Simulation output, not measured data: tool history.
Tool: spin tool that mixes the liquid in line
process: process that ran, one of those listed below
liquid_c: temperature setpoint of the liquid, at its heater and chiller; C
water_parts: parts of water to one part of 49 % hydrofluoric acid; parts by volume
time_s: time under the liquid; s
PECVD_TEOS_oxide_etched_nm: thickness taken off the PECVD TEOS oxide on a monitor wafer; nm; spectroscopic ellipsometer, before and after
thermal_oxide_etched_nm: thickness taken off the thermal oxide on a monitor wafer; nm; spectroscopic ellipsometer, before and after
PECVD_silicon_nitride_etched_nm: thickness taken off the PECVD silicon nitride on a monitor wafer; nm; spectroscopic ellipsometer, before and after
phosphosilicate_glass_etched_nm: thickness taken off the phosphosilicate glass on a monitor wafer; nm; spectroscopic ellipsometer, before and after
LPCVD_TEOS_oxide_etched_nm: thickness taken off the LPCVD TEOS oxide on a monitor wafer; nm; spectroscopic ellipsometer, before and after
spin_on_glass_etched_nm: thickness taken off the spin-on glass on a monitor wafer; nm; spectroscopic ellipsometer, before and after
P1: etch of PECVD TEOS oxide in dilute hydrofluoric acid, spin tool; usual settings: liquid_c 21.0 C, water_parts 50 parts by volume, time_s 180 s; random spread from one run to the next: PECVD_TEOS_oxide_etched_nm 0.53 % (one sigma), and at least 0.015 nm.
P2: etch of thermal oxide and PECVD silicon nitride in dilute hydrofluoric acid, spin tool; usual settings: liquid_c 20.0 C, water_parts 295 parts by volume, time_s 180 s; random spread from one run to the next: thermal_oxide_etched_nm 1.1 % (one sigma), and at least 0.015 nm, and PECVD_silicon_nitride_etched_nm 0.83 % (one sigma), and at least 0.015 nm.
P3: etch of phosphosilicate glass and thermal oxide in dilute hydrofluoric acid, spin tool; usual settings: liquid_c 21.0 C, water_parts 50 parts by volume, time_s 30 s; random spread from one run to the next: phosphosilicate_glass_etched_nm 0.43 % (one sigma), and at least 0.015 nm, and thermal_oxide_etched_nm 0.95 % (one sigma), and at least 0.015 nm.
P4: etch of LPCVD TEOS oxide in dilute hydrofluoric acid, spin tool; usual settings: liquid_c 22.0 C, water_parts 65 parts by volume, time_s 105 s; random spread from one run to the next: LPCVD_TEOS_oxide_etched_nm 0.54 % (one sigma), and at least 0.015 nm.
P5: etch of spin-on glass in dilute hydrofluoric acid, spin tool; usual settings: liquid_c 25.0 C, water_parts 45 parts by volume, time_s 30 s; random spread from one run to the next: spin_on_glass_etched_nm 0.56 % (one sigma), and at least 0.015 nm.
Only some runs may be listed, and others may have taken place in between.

| run | hour | process | liquid_c | water_parts | time_s | hours since the thermometer was replaced | hours since the hydrofluoric acid flow meter was replaced | PECVD_TEOS_oxide_etched_nm | thermal_oxide_etched_nm | PECVD_silicon_nitride_etched_nm | phosphosilicate_glass_etched_nm | LPCVD_TEOS_oxide_etched_nm | spin_on_glass_etched_nm |
|---|---|---|---|---|---|---|---|---|---|---|---|---|---|
| 1 | 10.9 | P1 | 21.0 | 50 | 180 | 1054.6 | 1427.3 | 47.563 |  |  |  |  |  |
| 2 | 23.3 | P1 | 21.0 | 70 | 180 | 1067.0 | 1439.7 | 33.432 |  |  |  |  |  |
| 3 | 31.6 | P2 | 20.0 | 70 | 180 | 1075.3 | 1448.0 |  | 11.4310 | 10.8510 |  |  |  |
| 4 | 40.5 | P1 | 21.0 | 30 | 180 | 1084.2 | 1456.9 | 81.777 |  |  |  |  |  |
| 5 | 51.4 | P3 | 21.0 | 50 | 15 | 1095.1 | 1467.8 |  | 1.3530 |  | 49.986 |  |  |
| 6 | 58.8 | P4 | 22.0 | 65 | 185 | 1102.5 | 1475.2 |  |  |  |  | 45.442 |  |
| 7 | 71.2 | P5 | 29.0 | 45 | 30 | 1114.9 | 1487.6 |  |  |  |  |  | 42.236 |
| 8 | 76.9 | P1 | 21.0 | 50 | 180 | 1120.6 | 1493.3 | 47.953 |  |  |  |  |  |
| 9 | 85.4 | P1 | 21.0 | 50 | 180 | 1129.1 | 1501.8 | 47.720 |  |  |  |  |  |
| 10 | 93.7 | P5 | 25.0 | 45 | 15 | 1137.4 | 1510.1 |  |  |  |  |  | 18.200 |
| 11 | 104.7 | P3 | 21.0 | 50 | 30 | 1148.4 | 1521.1 |  | 2.6953 |  | 99.842 |  |  |
| 12 | 117.7 | P2 | 28.5 | 295 | 180 | 1161.4 | 1534.1 |  | 2.8986 | 4.5751 |  |  |  |
| 13 | 130.1 | P1 | 17.0 | 50 | 180 | 1173.8 | 1546.5 | 39.902 |  |  |  |  |  |
| 14 | 141.5 | P1 | 21.0 | 50 | 265 | 1185.2 | 1557.9 | 69.905 |  |  |  |  |  |
| 15 | 148.0 | P3 | 17.0 | 50 | 30 | 1191.7 | 1564.4 |  | 2.2823 |  | 84.630 |  |  |
| 16 | 155.2 | P5 | 25.0 | 45 | 30 | 1198.9 | 1571.6 |  |  |  |  |  | 36.399 |
| 17 | 167.0 | P2 | 20.0 | 295 | 285 | 1210.7 | 1583.4 |  | 3.3933 | 4.3309 |  |  |  |
| 18 | 175.0 | P3 | 21.0 | 70 | 30 | 1218.7 | 1591.4 |  | 1.9038 |  | 69.545 |  |  |
|  | 178.8 | thermometer replaced |
| 19 | 183.7 | P2 | 20.0 | 295 | 180 | 4.9 | 1600.1 |  | 2.1863 | 2.6694 |  |  |  |
| 20 | 191.5 | P1 | 21.0 | 35 | 315 | 12.7 | 1607.9 | 120.430 |  |  |  |  |  |
| 21 | 204.4 | P4 | 22.0 | 65 | 105 | 25.6 | 1620.8 |  |  |  |  | 26.116 |  |
| 22 | 212.8 | P1 | 21.0 | 50 | 70 | 34.0 | 1629.2 | 18.362 |  |  |  |  |  |
| 23 | 219.2 | P5 | 25.0 | 25 | 30 | 40.4 | 1635.6 |  |  |  |  |  | 67.292 |
| 24 | 227.3 | P2 | 20.0 | 295 | 180 | 48.5 | 1643.7 |  | 2.1303 | 2.7376 |  |  |  |
| 25 | 234.1 | P1 | 25.5 | 50 | 180 | 55.3 | 1650.5 | 57.300 |  |  |  |  |  |
| 26 | 242.7 | P4 | 22.0 | 40 | 105 | 63.9 | 1659.1 |  |  |  |  | 43.128 |  |
| 27 | 252.9 | P5 | 25.0 | 45 | 30 | 74.1 | 1669.3 |  |  |  |  |  | 35.999 |
| 28 | 265.9 | P1 | 21.0 | 50 | 180 | 87.1 | 1682.3 | 47.003 |  |  |  |  |  |
| 29 | 272.3 | P4 | 17.0 | 65 | 105 | 93.5 | 1688.7 |  |  |  |  | 20.973 |  |
| 30 | 278.0 | P1 | 21.0 | 50 | 180 | 99.2 | 1694.4 | 47.465 |  |  |  |  |  |
| 31 | 290.1 | P1 | 21.0 | 50 | 180 | 111.3 | 1706.5 | 47.580 |  |  |  |  |  |

What does the tool deliver on the next run?
| 32 | 301.8 | P1 | 21.0 | 50 | 180 | 123.0 | 1718.2 | ? |  |  |  |  |  |

{"run 32": {"PECVD_TEOS_oxide_etched_nm": 50.731}}

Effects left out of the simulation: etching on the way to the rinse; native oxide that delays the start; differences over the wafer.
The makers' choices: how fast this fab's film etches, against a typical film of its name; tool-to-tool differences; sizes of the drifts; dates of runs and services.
